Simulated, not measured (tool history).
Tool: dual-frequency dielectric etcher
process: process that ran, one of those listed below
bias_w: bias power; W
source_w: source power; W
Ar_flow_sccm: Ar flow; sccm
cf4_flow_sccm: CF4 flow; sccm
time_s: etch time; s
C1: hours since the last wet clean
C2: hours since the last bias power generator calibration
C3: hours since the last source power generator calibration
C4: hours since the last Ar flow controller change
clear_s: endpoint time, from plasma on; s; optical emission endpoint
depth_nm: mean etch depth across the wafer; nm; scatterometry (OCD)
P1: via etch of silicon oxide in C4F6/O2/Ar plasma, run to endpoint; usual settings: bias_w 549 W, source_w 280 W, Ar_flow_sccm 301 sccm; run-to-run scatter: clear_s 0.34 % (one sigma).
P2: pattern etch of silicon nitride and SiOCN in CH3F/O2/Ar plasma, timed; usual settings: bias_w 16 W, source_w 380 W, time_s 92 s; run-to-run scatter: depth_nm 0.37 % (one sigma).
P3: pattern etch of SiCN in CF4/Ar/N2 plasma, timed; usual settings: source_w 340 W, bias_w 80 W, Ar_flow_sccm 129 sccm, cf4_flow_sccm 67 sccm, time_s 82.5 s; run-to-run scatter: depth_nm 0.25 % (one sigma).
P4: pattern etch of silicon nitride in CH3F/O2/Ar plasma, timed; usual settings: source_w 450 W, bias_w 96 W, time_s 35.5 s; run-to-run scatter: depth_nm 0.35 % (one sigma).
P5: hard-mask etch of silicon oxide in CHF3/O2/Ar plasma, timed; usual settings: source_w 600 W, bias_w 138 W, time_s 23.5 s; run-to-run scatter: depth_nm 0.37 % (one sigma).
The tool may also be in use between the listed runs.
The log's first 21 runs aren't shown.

{"hour": 107.8, "done": "wet clean of the chamber"}
{"run": 22, "hour": 112.4, "process": "P1", "bias_w": 440, "source_w": 200, "Ar_flow_sccm": 301, "C1": 4.6, "C2": 1528, "C3": 25.5, "C4": 2504.4, "clear_s": 33.324}
{"run": 23, "hour": 118.0, "process": "P3", "bias_w": 80, "source_w": 340, "Ar_flow_sccm": 129, "cf4_flow_sccm": 67, "time_s": 82.5, "C1": 10.2, "C2": 1533.6, "C3": 31.1, "C4": 2510, "depth_nm": 55.306}
{"run": 24, "hour": 122.4, "process": "P3", "bias_w": 99, "source_w": 340, "Ar_flow_sccm": 129, "cf4_flow_sccm": 67, "time_s": 82.5, "C1": 14.6, "C2": 1538, "C3": 35.5, "C4": 2514.4, "depth_nm": 59.882}
{"run": 25, "hour": 125.5, "process": "P3", "bias_w": 80, "source_w": 340, "Ar_flow_sccm": 83, "cf4_flow_sccm": 67, "time_s": 82.5, "C1": 17.7, "C2": 1541.1, "C3": 38.6, "C4": 2517.5, "depth_nm": 58.976}
{"run": 26, "hour": 129.3, "process": "P5", "bias_w": 138, "source_w": 600, "time_s": 23.5, "C1": 21.5, "C2": 1544.9, "C3": 42.4, "C4": 2521.3, "depth_nm": 42.137}
{"run": 27, "hour": 132.7, "process": "P4", "bias_w": 96, "source_w": 450, "time_s": 35.5, "C1": 24.9, "C2": 1548.3, "C3": 45.8, "C4": 2524.7, "depth_nm": 28.375}
{"run": 28, "hour": 138.9, "process": "P1", "bias_w": 549, "source_w": 280, "Ar_flow_sccm": 301, "C1": 31.1, "C2": 1554.5, "C3": 52, "C4": 2530.9, "clear_s": 27.039}
{"run": 29, "hour": 143.5, "process": "P2", "bias_w": 16, "source_w": 380, "time_s": 137, "C1": 35.7, "C2": 1559.1, "C3": 56.6, "C4": 2535.5, "depth_nm": 15.942}
{"run": 30, "hour": 148.7, "process": "P3", "bias_w": 80, "source_w": 340, "Ar_flow_sccm": 129, "cf4_flow_sccm": 89, "time_s": 82.5, "C1": 40.9, "C2": 1564.3, "C3": 61.8, "C4": 2540.7, "depth_nm": 57.849}
{"run": 31, "hour": 152.9, "process": "P1", "bias_w": 549, "source_w": 210, "Ar_flow_sccm": 301, "C1": 45.1, "C2": 1568.5, "C3": 66, "C4": 2544.9, "clear_s": 30.131}
{"run": 32, "hour": 157.2, "process": "P4", "bias_w": 96, "source_w": 450, "time_s": 49, "C1": 49.4, "C2": 1572.8, "C3": 70.3, "C4": 2549.2, "depth_nm": 39.093}
{"run": 33, "hour": 162.4, "process": "P1", "bias_w": 549, "source_w": 340, "Ar_flow_sccm": 301, "C1": 54.6, "C2": 1578, "C3": 75.5, "C4": 2554.4, "clear_s": 25.415}
{"run": 34, "hour": 167.5, "process": "P2", "bias_w": 11, "source_w": 380, "time_s": 92, "C1": 59.7, "C2": 1583.1, "C3": 80.6, "C4": 2559.5, "depth_nm": 9.3159}
{"run": 35, "hour": 171.0, "process": "P1", "bias_w": 549, "source_w": 280, "Ar_flow_sccm": 301, "C1": 63.2, "C2": 1586.6, "C3": 84.1, "C4": 2563, "clear_s": 26.977}
{"run": 36, "hour": 177.4, "process": "P1", "bias_w": 549, "source_w": 280, "Ar_flow_sccm": 301, "C1": 69.6, "C2": 1593, "C3": 90.5, "C4": 2569.4, "clear_s": 26.782}
{"run": 37, "hour": 182.2, "process": "P1", "bias_w": 549, "source_w": 280, "Ar_flow_sccm": 301, "C1": 74.4, "C2": 1597.8, "C3": 95.3, "C4": 2574.2, "clear_s": 26.964}
{"run": 38, "hour": 187.9, "process": "P1", "bias_w": 549, "source_w": 280, "Ar_flow_sccm": 301, "C1": 80.1, "C2": 1603.5, "C3": 101, "C4": 2579.9, "clear_s": 26.759}
{"run": 39, "hour": 194.9, "process": "P1", "bias_w": 549, "source_w": 280, "Ar_flow_sccm": 301, "C1": 87.1, "C2": 1610.5, "C3": 108, "C4": 2586.9, "clear_s": 26.781}
{"run": 40, "hour": 200.2, "process": "P1", "bias_w": 549, "source_w": 280, "Ar_flow_sccm": 301, "C1": 92.4, "C2": 1615.8, "C3": 113.3, "C4": 2592.2, "clear_s": 26.57}
{"run": 41, "hour": 204.4, "process": "P1", "bias_w": 549, "source_w": 280, "Ar_flow_sccm": 301, "C1": 96.6, "C2": 1620, "C3": 117.5, "C4": 2596.4, "clear_s": 26.638}
{"run": 42, "hour": 209.7, "process": "P1", "bias_w": 549, "source_w": 280, "Ar_flow_sccm": 301, "C1": 101.9, "C2": 1625.3, "C3": 122.8, "C4": 2601.7, "clear_s": 26.642}
{"hour": 209.8, "done": "Ar flow controller replaced"}
{"hour": 215.3, "done": "wet clean of the chamber"}
{"run": 43, "hour": 215.4, "process": "P1", "bias_w": 549, "source_w": 280, "Ar_flow_sccm": 301, "C1": 0.2, "C2": 1631, "C3": 128.5, "C4": 5.6, "clear_s": 26.667}

The next listed run, before its measurement:
{"run": 44, "hour": 220.0, "process": "P1", "bias_w": 549, "source_w": 280, "Ar_flow_sccm": 301, "C1": 4.8, "C2": 1635.6, "C3": 133.1, "C4": 10.2, "clear_s": "?"}

clear_s: 26.756 s
